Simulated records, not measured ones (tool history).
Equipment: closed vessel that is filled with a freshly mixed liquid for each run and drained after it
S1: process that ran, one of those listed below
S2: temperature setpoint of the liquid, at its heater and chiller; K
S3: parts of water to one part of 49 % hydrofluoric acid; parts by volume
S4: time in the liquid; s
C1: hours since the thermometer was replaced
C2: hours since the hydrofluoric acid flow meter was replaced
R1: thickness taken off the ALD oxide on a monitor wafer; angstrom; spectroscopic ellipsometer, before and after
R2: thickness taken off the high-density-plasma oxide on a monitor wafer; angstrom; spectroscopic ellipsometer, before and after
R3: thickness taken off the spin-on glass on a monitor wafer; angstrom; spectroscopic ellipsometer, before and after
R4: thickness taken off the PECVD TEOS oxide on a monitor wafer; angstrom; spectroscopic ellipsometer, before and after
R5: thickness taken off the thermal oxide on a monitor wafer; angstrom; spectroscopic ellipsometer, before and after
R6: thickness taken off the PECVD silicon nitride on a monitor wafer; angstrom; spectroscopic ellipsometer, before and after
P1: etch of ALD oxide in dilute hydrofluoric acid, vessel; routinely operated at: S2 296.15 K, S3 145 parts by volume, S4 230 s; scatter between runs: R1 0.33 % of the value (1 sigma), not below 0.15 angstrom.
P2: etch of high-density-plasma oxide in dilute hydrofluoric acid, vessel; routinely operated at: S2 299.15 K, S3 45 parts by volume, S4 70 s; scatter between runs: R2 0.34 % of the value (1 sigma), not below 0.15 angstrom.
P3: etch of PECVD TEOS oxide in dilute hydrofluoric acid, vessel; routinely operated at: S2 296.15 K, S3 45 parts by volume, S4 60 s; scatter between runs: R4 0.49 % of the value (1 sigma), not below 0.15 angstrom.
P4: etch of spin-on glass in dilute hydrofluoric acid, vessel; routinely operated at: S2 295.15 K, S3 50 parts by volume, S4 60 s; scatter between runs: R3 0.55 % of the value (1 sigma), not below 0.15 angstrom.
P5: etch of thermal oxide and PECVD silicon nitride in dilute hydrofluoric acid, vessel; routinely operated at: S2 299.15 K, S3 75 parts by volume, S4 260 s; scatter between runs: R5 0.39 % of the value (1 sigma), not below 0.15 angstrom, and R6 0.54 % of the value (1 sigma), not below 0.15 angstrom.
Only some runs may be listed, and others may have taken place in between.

run 1 hour=8.8 | S1=P1 S2=296.15 S3=145 S4=230 | C1=2098.8 C2=1047.2 | R1=211.7
run 2 hour=14.5 | S1=P2 S2=299.15 S3=65 S4=70 | C1=2104.5 C2=1052.9 | R2=86.316
run 3 hour=20.6 | S1=P4 S2=295.15 S3=20 S4=60 | C1=2110.6 C2=1059 | R3=1033.3
run 4 hour=27 | S1=P1 S2=296.15 S3=145 S4=230 | C1=2117 C2=1065.4 | R1=211.67
run 5 hour=34.9 | S1=P1 S2=303.65 S3=145 S4=75 | C1=2124.9 C2=1073.3 | R1=91.204
run 6 hour=38.9 | S1=P2 S2=299.15 S3=45 S4=70 | C1=2128.9 C2=1077.3 | R2=127.56
run 7 hour=46.8 | S1=P1 S2=296.15 S3=145 S4=230 | C1=2136.8 C2=1085.2 | R1=212.38
run 8 hour=51.5 | S1=P3 S2=290.15 S3=45 S4=60 | C1=2141.5 C2=1089.9 | R4=114.1
run 9 hour=58.7 | S1=P5 S2=303.15 S3=75 S4=260 | C1=2148.7 C2=1097.1 | R5=211.45 R6=167.34
run 10 hour=66.1 | S1=P5 S2=299.15 S3=75 S4=110 | C1=2156.1 C2=1104.5 | R5=76.303 R6=54.786
run 11 hour=70.1 | S1=P1 S2=300.15 S3=145 S4=230 | C1=2160.1 C2=1108.5 | R1=246.82
run 12 hour=78.4 | S1=P4 S2=290.65 S3=50 S4=60 | C1=2168.4 C2=1116.8 | R3=327.7
run 13 hour=83.1 | S1=P1 S2=296.15 S3=145 S4=230 | C1=2173.1 C2=1121.5 | R1=213.44
run 14 hour=87.9 | S1=P5 S2=299.15 S3=75 S4=260 | C1=2177.9 C2=1126.3 | R5=181.73 R6=128.37
run 15 hour=96.4 | S1=P1 S2=296.15 S3=145 S4=450 | C1=2186.4 C2=1134.8 | R1=415
run 16 hour=101.3 | S1=P1 S2=296.15 S3=145 S4=230 | C1=2191.3 C2=1139.7 | R1=213.39
run 17 hour=106.7 | S1=P5 S2=299.15 S3=75 S4=260 | C1=2196.7 C2=1145.1 | R5=182.05 R6=128.85
run 18 hour=113.2 | S1=P3 S2=296.15 S3=70 S4=60 | C1=2203.2 C2=1151.6 | R4=92.262
run 19 hour=119.9 | S1=P1 S2=296.15 S3=225 S4=80 | C1=2209.9 C2=1158.3 | R1=43.569
run 20 hour=126.9 | S1=P4 S2=295.15 S3=50 S4=60 | C1=2216.9 C2=1165.3 | R3=397.53
run 21 hour=130.9 | S1=P5 S2=299.15 S3=20 S4=260 | C1=2220.9 C2=1169.3 | R5=732.11 R6=475.78
run 22 hour=137.2 | S1=P4 S2=295.15 S3=50 S4=100 | C1=2227.2 C2=1175.6 | R3=659.23
run 23 hour=145 | S1=P3 S2=296.15 S3=45 S4=60 | C1=2235 C2=1183.4 | R4=147.77
run 24 hour=149.7 | S1=P2 S2=293.65 S3=45 S4=70 | C1=2239.7 C2=1188.1 | R2=101.89
run 25 hour=153.6 | S1=P3 S2=296.15 S3=45 S4=100 | C1=2243.6 C2=1192 | R4=245.16
run 26 hour=162 | S1=P1 S2=296.15 S3=40 S4=230 | C1=2252 C2=1200.4 | R1=870.43
run 27 hour=166.9 | S1=P2 S2=299.15 S3=45 S4=70 | C1=2256.9 C2=1205.3 | R2=128.33
run 28 hour=172.7 | S1=P1 S2=290.15 S3=145 S4=230 | C1=2262.7 C2=1211.1 | R1=166.03
run 29 hour=178 | S1=P1 S2=296.15 S3=195 S4=415 | C1=2268 C2=1216.4 | R1=267.84
run 30 hour=182.2 | S1=P2 S2=299.15 S3=45 S4=35 | C1=2272.2 C2=1220.6 | R2=63.858
run 31 hour=186.7 | S1=P1 S2=296.15 S3=245 S4=230 | C1=2276.7 C2=1225.1 | R1=112.6
run 32 hour=195.2 | S1=P1 S2=296.15 S3=145 S4=230 | C1=2285.2 C2=1233.6 | R1=211.75
run 33 hour=203.4 | S1=P1 S2=296.15 S3=145 S4=65 | C1=2293.4 C2=1241.8 | R1=59.539
run 34 hour=212.1 | S1=P1 S2=296.15 S3=145 S4=230 | C1=2302.1 C2=1250.5 | R1=211.4
run 35 hour=217.4 | S1=P1 S2=296.15 S3=145 S4=230 | C1=2307.4 C2=1255.8 | R1=209.16
run 36 hour=225.3 | S1=P1 S2=296.15 S3=145 S4=230 | C1=2315.3 C2=1263.7 | R1=203.59
run 37 hour=232.7 | S1=P1 S2=296.15 S3=145 S4=230 | C1=2322.7 C2=1271.1 | R1=203.34
run 38 hour=241.1 | S1=P1 S2=296.15 S3=145 S4=230 | C1=2331.1 C2=1279.5 | R1=201.01
run 39 hour=247.2 | S1=P1 S2=296.15 S3=145 S4=230 | C1=2337.2 C2=1285.6 | R1=201.34
run 40 hour=251.7 | S1=P1 S2=296.15 S3=145 S4=230 | C1=2341.7 C2=1290.1 | R1=200.66
run 41 hour=260.5 | S1=P1 S2=296.15 S3=145 S4=230 | C1=2350.5 C2=1298.9 | R1=200.41
run 42 hour=266.4 | S1=P1 S2=296.15 S3=145 S4=230 | C1=2356.4 C2=1304.8 | R1=199.96
run 43 hour=274 | S1=P1 S2=296.15 S3=145 S4=230 | C1=2364 C2=1312.4 | R1=200.32

Compared with where it was, what P1 gives has crept away. Each cause listed below fits the log as well as the rest, at the size given for it:
A: hydrofluoric acid flow below the setpoint (%) = 4.8
B: liquid colder than its thermometer reads (K) = 1.47
At approximately hour 212.1, the process output began to creep.

Which of the 4 check runs listed below separates the causes, so that each cause would produce a clearly different result? Each run uses one wafer, and its results are marked with question marks.
run check 1 hour=281.6 | S1=P5 S2=299.15 S3=75 S4=260 | R5=? R6=?
run check 2 hour=281.6 | S1=P4 S2=295.15 S3=50 S4=60 | R3=?
run check 3 hour=281.6 | S1=P2 S2=299.15 S3=45 S4=70 | R2=?
run check 4 hour=281.6 | S1=P3 S2=296.15 S3=45 S4=60 | R4=?

Check results expected under each cause:
check=check_1 result=R5 if_A=172 if_B=171.24
check=check_1 result=R6 if_A=123.3 if_B=117.48
check=check_2 result=R3 if_A=377.22 if_B=373.67
check=check_3 result=R2 if_A=121.45 if_B=120.51
check=check_4 result=R4 if_A=139.98 if_B=138.67
Per-check spread between the two closest causes, in the result where they differ most: check 1 4.83 %; check 2 0.95 %; check 3 0.78 %; check 4 0.94 %
Check 1 tells the causes apart: in the others they would give nearly the same result.

After running check 1, the following was obtained: R5 172.34 angstrom; R6 118.35 angstrom. Which cause does this point to?

It is B: liquid colder than its thermometer reads (K).
